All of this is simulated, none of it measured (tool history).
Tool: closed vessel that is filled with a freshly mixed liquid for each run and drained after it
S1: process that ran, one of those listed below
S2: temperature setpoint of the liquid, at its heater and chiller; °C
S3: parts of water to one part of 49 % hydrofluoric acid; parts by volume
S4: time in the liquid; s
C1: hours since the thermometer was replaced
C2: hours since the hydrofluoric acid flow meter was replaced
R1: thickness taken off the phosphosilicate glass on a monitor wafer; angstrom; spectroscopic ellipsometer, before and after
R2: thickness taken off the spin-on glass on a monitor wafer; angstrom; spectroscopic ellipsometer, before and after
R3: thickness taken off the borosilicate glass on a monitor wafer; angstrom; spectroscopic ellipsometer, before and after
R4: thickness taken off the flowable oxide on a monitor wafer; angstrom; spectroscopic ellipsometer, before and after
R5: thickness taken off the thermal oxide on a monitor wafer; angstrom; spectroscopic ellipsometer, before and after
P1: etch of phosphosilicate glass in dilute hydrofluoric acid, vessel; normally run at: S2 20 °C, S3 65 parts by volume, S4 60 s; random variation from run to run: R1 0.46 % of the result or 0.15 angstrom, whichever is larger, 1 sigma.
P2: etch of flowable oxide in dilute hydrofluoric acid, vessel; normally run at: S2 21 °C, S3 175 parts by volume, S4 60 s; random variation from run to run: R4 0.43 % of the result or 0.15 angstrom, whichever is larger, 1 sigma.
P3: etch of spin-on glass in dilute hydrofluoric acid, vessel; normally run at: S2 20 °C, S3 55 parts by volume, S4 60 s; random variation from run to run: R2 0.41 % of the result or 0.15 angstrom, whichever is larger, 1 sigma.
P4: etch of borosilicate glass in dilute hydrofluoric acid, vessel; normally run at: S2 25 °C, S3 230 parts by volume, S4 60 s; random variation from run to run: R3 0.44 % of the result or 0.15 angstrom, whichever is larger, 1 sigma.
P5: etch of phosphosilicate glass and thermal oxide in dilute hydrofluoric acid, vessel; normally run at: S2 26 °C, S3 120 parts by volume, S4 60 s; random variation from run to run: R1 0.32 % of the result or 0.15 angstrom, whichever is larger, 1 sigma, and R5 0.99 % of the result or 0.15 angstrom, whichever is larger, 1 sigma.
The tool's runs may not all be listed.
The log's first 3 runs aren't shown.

Run 4, hour 22.5: S1 P3, S2 20 °C, S3 55 parts by volume, S4 100 s; C1 1371.1; C2 1760.2. Result: R2 587.09 angstrom.
Run 5, hour 29.6: S1 P3, S2 20 °C, S3 100 parts by volume, S4 60 s; C1 1378.2; C2 1767.3. Result: R2 184.36 angstrom.
Run 6, hour 36.6: S1 P1, S2 20 °C, S3 65 parts by volume, S4 60 s; C1 1385.2; C2 1774.3. Result: R1 672.14 angstrom.
Run 7, hour 42.8: S1 P4, S2 17 °C, S3 230 parts by volume, S4 60 s; C1 1391.4; C2 1780.5. Result: R3 87.235 angstrom.
Run 8, hour 46.1: S1 P3, S2 17 °C, S3 55 parts by volume, S4 60 s; C1 1394.7; C2 1783.8. Result: R2 312.29 angstrom.
Run 9, hour 51.7: S1 P1, S2 20 °C, S3 65 parts by volume, S4 60 s; C1 1400.3; C2 1789.4. Result: R1 674.19 angstrom.
Run 10, hour 57.1: S1 P1, S2 20 °C, S3 65 parts by volume, S4 60 s; C1 1405.7; C2 1794.8. Result: R1 671.55 angstrom.
Run 11, hour 61.6: S1 P2, S2 28.5 °C, S3 175 parts by volume, S4 60 s; C1 1410.2; C2 1799.3. Result: R4 146.57 angstrom.
Run 12, hour 67.3: S1 P2, S2 21 °C, S3 175 parts by volume, S4 60 s; C1 1415.9; C2 1805. Result: R4 110.81 angstrom.
Run 13, hour 73.9: S1 P4, S2 25 °C, S3 230 parts by volume, S4 60 s; C1 1422.5; C2 1811.6. Result: R3 116.87 angstrom.
Run 14, hour 78.8: S1 P1, S2 20 °C, S3 65 parts by volume, S4 30 s; C1 1427.4; C2 1816.5. Result: R1 336.58 angstrom.
Run 15, hour 83.2: S1 P1, S2 20 °C, S3 65 parts by volume, S4 60 s; C1 1431.8; C2 1820.9. Result: R1 678.19 angstrom.
Run 16, hour 90.2: S1 P2, S2 21 °C, S3 175 parts by volume, S4 30 s; C1 1438.8; C2 1827.9. Result: R4 54.839 angstrom.
Run 17, hour 94.8: S1 P5, S2 26 °C, S3 120 parts by volume, S4 60 s; C1 1443.4; C2 1832.5. Result: R1 425.15 angstrom, R5 24.144 angstrom.
Run 18, hour 100.6: S1 P5, S2 26 °C, S3 120 parts by volume, S4 30 s; C1 1449.2; C2 1838.3. Result: R1 211.92 angstrom, R5 12.434 angstrom.
Run 19, hour 105.3: S1 P1, S2 20 °C, S3 90 parts by volume, S4 60 s; C1 1453.9; C2 1843. Result: R1 476.64 angstrom.
Run 20, hour 111.4: S1 P5, S2 26 °C, S3 120 parts by volume, S4 60 s; C1 1460; C2 1849.1. Result: R1 423.43 angstrom, R5 24.124 angstrom.
Run 21, hour 118.3: S1 P4, S2 25 °C, S3 415 parts by volume, S4 60 s; C1 1466.9; C2 1856. Result: R3 54.044 angstrom.
Run 22, hour 122: S1 P1, S2 17 °C, S3 40 parts by volume, S4 60 s; C1 1470.6; C2 1859.7. Result: R1 977.78 angstrom.
Run 23, hour 126.4: S1 P4, S2 25 °C, S3 230 parts by volume, S4 60 s; C1 1475; C2 1864.1. Result: R3 117.22 angstrom.
Run 24, hour 130.5: S1 P5, S2 26 °C, S3 20 parts by volume, S4 60 s; C1 1479.1; C2 1868.2. Result: R1 2913.9 angstrom, R5 169.24 angstrom.
Run 25, hour 137: S1 P1, S2 20 °C, S3 65 parts by volume, S4 95 s; C1 1485.6; C2 1874.7. Result: R1 1065.6 angstrom.
Run 26, hour 142: S1 P2, S2 21 °C, S3 175 parts by volume, S4 60 s; C1 1490.6; C2 1879.7. Result: R4 109.76 angstrom.

Forecast run 27:
Run 27, hour 146.5: S1 P2, S2 21 °C, S3 40 parts by volume, S4 60 s; C1 1495.1; C2 1884.2. Result: R4 ?.

R4: 562.86 angstrom
